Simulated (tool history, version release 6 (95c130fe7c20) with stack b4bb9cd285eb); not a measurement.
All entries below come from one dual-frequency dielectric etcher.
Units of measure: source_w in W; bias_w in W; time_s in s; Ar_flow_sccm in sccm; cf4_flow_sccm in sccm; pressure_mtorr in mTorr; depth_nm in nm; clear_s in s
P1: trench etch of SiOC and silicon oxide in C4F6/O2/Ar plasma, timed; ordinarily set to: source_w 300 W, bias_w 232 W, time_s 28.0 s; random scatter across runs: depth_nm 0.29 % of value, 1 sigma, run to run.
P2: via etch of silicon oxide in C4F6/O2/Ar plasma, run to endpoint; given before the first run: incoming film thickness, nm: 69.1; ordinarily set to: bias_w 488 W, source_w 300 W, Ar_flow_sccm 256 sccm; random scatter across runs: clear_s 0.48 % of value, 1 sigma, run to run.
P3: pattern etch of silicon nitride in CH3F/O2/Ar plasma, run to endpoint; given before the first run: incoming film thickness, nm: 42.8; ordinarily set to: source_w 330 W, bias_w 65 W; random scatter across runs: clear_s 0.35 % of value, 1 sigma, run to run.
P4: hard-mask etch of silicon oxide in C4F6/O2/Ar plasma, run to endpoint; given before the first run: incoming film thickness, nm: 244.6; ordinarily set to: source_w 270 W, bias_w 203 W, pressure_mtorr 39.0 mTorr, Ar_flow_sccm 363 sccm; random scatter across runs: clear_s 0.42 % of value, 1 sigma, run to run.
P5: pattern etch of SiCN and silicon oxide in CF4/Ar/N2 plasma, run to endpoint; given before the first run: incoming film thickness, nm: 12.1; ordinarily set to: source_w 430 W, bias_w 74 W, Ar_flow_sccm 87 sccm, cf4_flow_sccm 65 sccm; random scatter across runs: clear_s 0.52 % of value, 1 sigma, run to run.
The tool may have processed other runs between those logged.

{"run": 1, "hour": 10.9, "process": "P1", "source_w": 300, "bias_w": 232, "time_s": 28.0, "depth_nm": 54.257}
{"run": 2, "hour": 21.6, "process": "P1", "source_w": 240, "bias_w": 232, "time_s": 28.0, "depth_nm": 49.919}
{"run": 3, "hour": 26.8, "process": "P1", "source_w": 300, "bias_w": 232, "time_s": 28.0, "depth_nm": 54.208}
{"run": 4, "hour": 36.9, "process": "P5", "source_w": 430, "bias_w": 74, "Ar_flow_sccm": 87, "cf4_flow_sccm": 65, "clear_s": 14.088}
{"run": 5, "hour": 48.2, "process": "P5", "source_w": 430, "bias_w": 74, "Ar_flow_sccm": 87, "cf4_flow_sccm": 80, "clear_s": 13.793}
{"run": 6, "hour": 57.1, "process": "P4", "source_w": 270, "bias_w": 120, "Ar_flow_sccm": 363, "pressure_mtorr": 39.0, "clear_s": 109.5}
{"run": 7, "hour": 64.8, "process": "P4", "source_w": 270, "bias_w": 203, "Ar_flow_sccm": 363, "pressure_mtorr": 39.0, "clear_s": 92.348}
{"run": 8, "hour": 73.9, "process": "P1", "source_w": 300, "bias_w": 232, "time_s": 36.0, "depth_nm": 69.576}
{"run": 9, "hour": 84.9, "process": "P1", "source_w": 300, "bias_w": 232, "time_s": 28.0, "depth_nm": 54.515}
{"run": 10, "hour": 93.7, "process": "P2", "source_w": 300, "bias_w": 599, "Ar_flow_sccm": 256, "clear_s": 15.949}
{"run": 11, "hour": 99.9, "process": "P3", "source_w": 460, "bias_w": 65, "clear_s": 61.233}
{"run": 12, "hour": 109.3, "process": "P5", "source_w": 430, "bias_w": 74, "Ar_flow_sccm": 122, "cf4_flow_sccm": 65, "clear_s": 14.83}
{"run": 13, "hour": 120.2, "process": "P1", "source_w": 300, "bias_w": 179, "time_s": 28.0, "depth_nm": 49.819}
{"run": 14, "hour": 131.0, "process": "P1", "source_w": 300, "bias_w": 232, "time_s": 18.5, "depth_nm": 35.802}
{"run": 15, "hour": 139.4, "process": "P2", "source_w": 190, "bias_w": 488, "Ar_flow_sccm": 256, "clear_s": 20.421}
{"run": 16, "hour": 150.4, "process": "P1", "source_w": 300, "bias_w": 232, "time_s": 28.0, "depth_nm": 54.259}
{"run": 17, "hour": 157.9, "process": "P1", "source_w": 420, "bias_w": 232, "time_s": 28.0, "depth_nm": 61.75}
{"run": 18, "hour": 169.1, "process": "P4", "source_w": 270, "bias_w": 203, "Ar_flow_sccm": 363, "pressure_mtorr": 31.5, "clear_s": 90.368}
{"run": 19, "hour": 178.4, "process": "P4", "source_w": 270, "bias_w": 203, "Ar_flow_sccm": 363, "pressure_mtorr": 39.0, "clear_s": 93.223}
{"run": 20, "hour": 188.5, "process": "P5", "source_w": 430, "bias_w": 74, "Ar_flow_sccm": 87, "cf4_flow_sccm": 65, "clear_s": 14.159}
{"run": 21, "hour": 196.8, "process": "P2", "source_w": 300, "bias_w": 488, "Ar_flow_sccm": 256, "clear_s": 17.393}
{"run": 22, "hour": 202.4, "process": "P2", "source_w": 300, "bias_w": 488, "Ar_flow_sccm": 256, "clear_s": 17.311}
{"run": 23, "hour": 210.4, "process": "P1", "source_w": 300, "bias_w": 145, "time_s": 20.0, "depth_nm": 33.173}
{"run": 24, "hour": 216.2, "process": "P1", "source_w": 300, "bias_w": 232, "time_s": 28.0, "depth_nm": 54.207}
{"run": 25, "hour": 227.9, "process": "P1", "source_w": 300, "bias_w": 232, "time_s": 28.0, "depth_nm": 54.057}
{"run": 26, "hour": 234.1, "process": "P4", "source_w": 270, "bias_w": 203, "Ar_flow_sccm": 498, "pressure_mtorr": 39.0, "clear_s": 96.003}
{"run": 27, "hour": 243.6, "process": "P5", "source_w": 260, "bias_w": 74, "Ar_flow_sccm": 87, "cf4_flow_sccm": 65, "clear_s": 21.918}
{"run": 28, "hour": 252.6, "process": "P1", "source_w": 300, "bias_w": 232, "time_s": 28.0, "depth_nm": 54.332}
{"run": 29, "hour": 261.1, "process": "P3", "source_w": 330, "bias_w": 65, "clear_s": 69.857}
{"run": 30, "hour": 267.3, "process": "P5", "source_w": 430, "bias_w": 44, "Ar_flow_sccm": 87, "cf4_flow_sccm": 65, "clear_s": 16.646}
{"run": 31, "hour": 279.1, "process": "P1", "source_w": 300, "bias_w": 299, "time_s": 28.0, "depth_nm": 58.988}
{"run": 32, "hour": 285.9, "process": "P3", "source_w": 330, "bias_w": 81, "clear_s": 64.481}
{"run": 33, "hour": 294.1, "process": "P2", "source_w": 300, "bias_w": 488, "Ar_flow_sccm": 158, "clear_s": 16.392}
{"run": 34, "hour": 303.4, "process": "P4", "source_w": 180, "bias_w": 203, "Ar_flow_sccm": 363, "pressure_mtorr": 39.0, "clear_s": 107.99}

Run 35 is up next; what results do you expect?
{"run": 35, "hour": 311.3, "process": "P1", "source_w": 300, "bias_w": 305, "time_s": 15.5, "depth_nm": "?"}

depth_nm: 32.980 nm
